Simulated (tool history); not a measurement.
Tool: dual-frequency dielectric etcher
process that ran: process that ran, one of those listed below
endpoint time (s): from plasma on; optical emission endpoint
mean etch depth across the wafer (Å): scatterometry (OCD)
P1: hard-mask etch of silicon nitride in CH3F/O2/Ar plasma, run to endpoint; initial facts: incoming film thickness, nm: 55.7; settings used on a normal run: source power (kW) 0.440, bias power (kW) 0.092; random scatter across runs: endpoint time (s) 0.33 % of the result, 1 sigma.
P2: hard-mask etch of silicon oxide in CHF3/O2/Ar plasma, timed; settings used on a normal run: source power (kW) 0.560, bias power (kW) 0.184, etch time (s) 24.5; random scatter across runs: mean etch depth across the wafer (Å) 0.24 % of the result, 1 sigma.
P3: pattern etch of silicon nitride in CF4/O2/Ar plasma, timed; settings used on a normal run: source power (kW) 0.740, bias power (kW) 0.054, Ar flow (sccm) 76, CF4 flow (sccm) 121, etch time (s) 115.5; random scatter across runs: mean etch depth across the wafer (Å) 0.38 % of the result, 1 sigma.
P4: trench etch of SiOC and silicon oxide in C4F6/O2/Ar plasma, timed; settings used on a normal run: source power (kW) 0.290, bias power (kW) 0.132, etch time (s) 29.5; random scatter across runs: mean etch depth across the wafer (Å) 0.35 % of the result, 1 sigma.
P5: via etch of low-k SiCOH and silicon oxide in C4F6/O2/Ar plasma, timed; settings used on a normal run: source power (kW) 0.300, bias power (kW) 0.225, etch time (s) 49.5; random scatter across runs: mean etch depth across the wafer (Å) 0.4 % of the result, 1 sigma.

run,hour,process that ran,source power (kW),bias power (kW),Ar flow (sccm),CF4 flow (sccm),etch time (s),hours since the last wet clean,hours since the last source power generator calibration,hours since the last bias power generator calibration,endpoint time (s),mean etch depth across the wafer (Å)
1,16.0,P1,0.440,0.092,,,,307.3,2003.3,1645.2,70.249,
2,29.3,P3,0.740,0.054,76,121,115.5,320.6,2016.6,1658.5,,3363.90
3,46.2,P4,0.290,0.132,,,29.5,337.5,2033.5,1675.4,,470.24
4,57.2,P1,0.440,0.092,,,,348.5,2044.5,1686.4,70.144,
5,68.8,P1,0.370,0.067,,,,360.1,2056.1,1698.0,83.058,
6,86.1,P3,0.740,0.054,99,121,115.5,377.4,2073.4,1715.3,,3295.60
7,96.0,P5,0.300,0.225,,,70.5,387.3,2083.3,1725.2,,1747.80
8,107.5,P2,0.560,0.184,,,24.5,398.8,2094.8,1736.7,,474.81
9,122.4,P2,0.780,0.184,,,24.5,413.7,2109.7,1751.6,,540.97
10,129.9,P3,1.030,0.054,76,121,115.5,421.2,2117.2,1759.1,,4487.00
11,147.1,P1,0.440,0.092,,,,438.4,2134.4,1776.3,69.840,
12,158.0,P5,0.300,0.225,,,49.5,449.3,2145.3,1787.2,,1229.50
13,173.8,P4,0.290,0.082,,,29.5,465.1,2161.1,1803.0,,413.42
14,188.4,P2,0.560,0.233,,,24.5,479.7,2175.7,1817.6,,516.46
15,198.1,P2,0.560,0.184,,,24.5,489.4,2185.4,1827.3,,476.18
16,206.0,P3,0.740,0.054,76,90,115.5,497.3,2193.3,1835.2,,3246.30
17,213.9,P3,0.740,0.076,76,121,115.5,505.2,2201.2,1843.1,,3793.40
18,229.4,P1,0.440,0.092,,,,520.7,2216.7,1858.6,70.167,
19,240.0,P1,0.270,0.092,,,,531.3,2227.3,1869.2,84.463,
20,248.2,P4,0.290,0.132,,,29.5,539.5,2235.5,1877.4,,472.44
21,256.0,P4,0.180,0.132,,,29.5,547.3,2243.3,1885.2,,391.88
22,270.6,P3,0.740,0.054,76,121,70.5,561.9,2257.9,1899.8,,2056.10
23,283.5,P1,0.440,0.092,,,,574.8,2270.8,1912.7,70.383,
24,295.2,P5,0.200,0.225,,,49.5,586.5,2282.5,1924.4,,1045.30
25,306.9,P4,0.290,0.132,,,41.5,598.2,2294.2,1936.1,,661.77
26,322.9,P1,0.440,0.069,,,,614.2,2310.2,1952.1,77.593,
27,337.4,P1,0.440,0.129,,,,628.7,2324.7,1966.6,62.010,
28,345.2,P1,0.370,0.120,,,,636.5,2332.5,1974.4,67.812,
29,355.8,P1,0.570,0.056,,,,647.1,2343.1,1985.0,74.812,
30,368.0,P5,0.300,0.138,,,49.5,659.3,2355.3,1997.2,,1055.50
31,384.6,P2,0.560,0.184,,,34.0,675.9,2371.9,2013.8,,657.72
32,393.7,P1,0.570,0.092,,,,685.0,2381.0,2022.9,63.439,
33,409.8,P5,0.300,0.225,,,49.5,701.1,2397.1,2039.0,,1229.20
34,422.1,P1,0.440,0.092,,,,713.4,2409.4,2051.3,69.966,
35,435.2,P1,0.440,0.092,,,,726.5,2422.5,2064.4,69.932,
36,449.9,P1,0.440,0.092,,,,741.2,2437.2,2079.1,69.040,
# hour 455.4: wet clean of the chamber
37,462.4,P1,0.440,0.092,,,,7.1,2449.7,2091.6,69.236,
38,472.5,P1,0.440,0.092,,,,17.2,2459.8,2101.7,68.869,
39,483.5,P1,0.440,0.092,,,,28.2,2470.8,2112.7,68.624,
40,498.2,P1,0.440,0.092,,,,42.9,2485.5,2127.4,69.155,

What P1 gives has crept away from where it was. These 2 causes fit the log equally well, each at the size given:
A: bias power that arrives over what is set, % = 4.74
B: source power that arrives over what is set, % = 4.55
At approximately hour 422.1, the process output began to creep.
All other causes, with the reason each is excluded:
chamber walls in a state that raises the etch rate, %: work on it at hour 455.4, done after the drift set in, did not restore what the process gave before

Each of the check runs listed below is run on 2 wafers and reports their average, with the results left as question marks. Pick the one under which the possible causes would lead to clearly different results.
check 1,512.9,P3,0.740,0.075,76,121,88.0,,,,,?
check 2,512.9,P2,0.740,0.233,,,24.5,,,,,?
check 3,512.9,P5,0.220,0.225,,,68.5,,,,,?
check 4,512.9,P4,0.290,0.083,,,38.0,,,,,?

Check results expected under each cause:
check,result,if A,if B
check 1,mean etch depth across the wafer (Å),2933.10,2996.40
check 2,mean etch depth across the wafer (Å),581.80,582.17
check 3,mean etch depth across the wafer (Å),1532.10,1533.50
check 4,mean etch depth across the wafer (Å),538.93,541.95
Smallest distance between any two causes, each pair judged by its most separating result, in per cent: check 1 2.13 %; check 2 0.06 %; check 3 0.09 %; check 4 0.56 %
Check 1 tells the causes apart: in the others they would give nearly the same result.

Check 1 has now been run. It gave: mean etch depth across the wafer (Å) 2993.80. Which of the candidate causes is it?

B is the cause: source power that arrives over what is set, %.

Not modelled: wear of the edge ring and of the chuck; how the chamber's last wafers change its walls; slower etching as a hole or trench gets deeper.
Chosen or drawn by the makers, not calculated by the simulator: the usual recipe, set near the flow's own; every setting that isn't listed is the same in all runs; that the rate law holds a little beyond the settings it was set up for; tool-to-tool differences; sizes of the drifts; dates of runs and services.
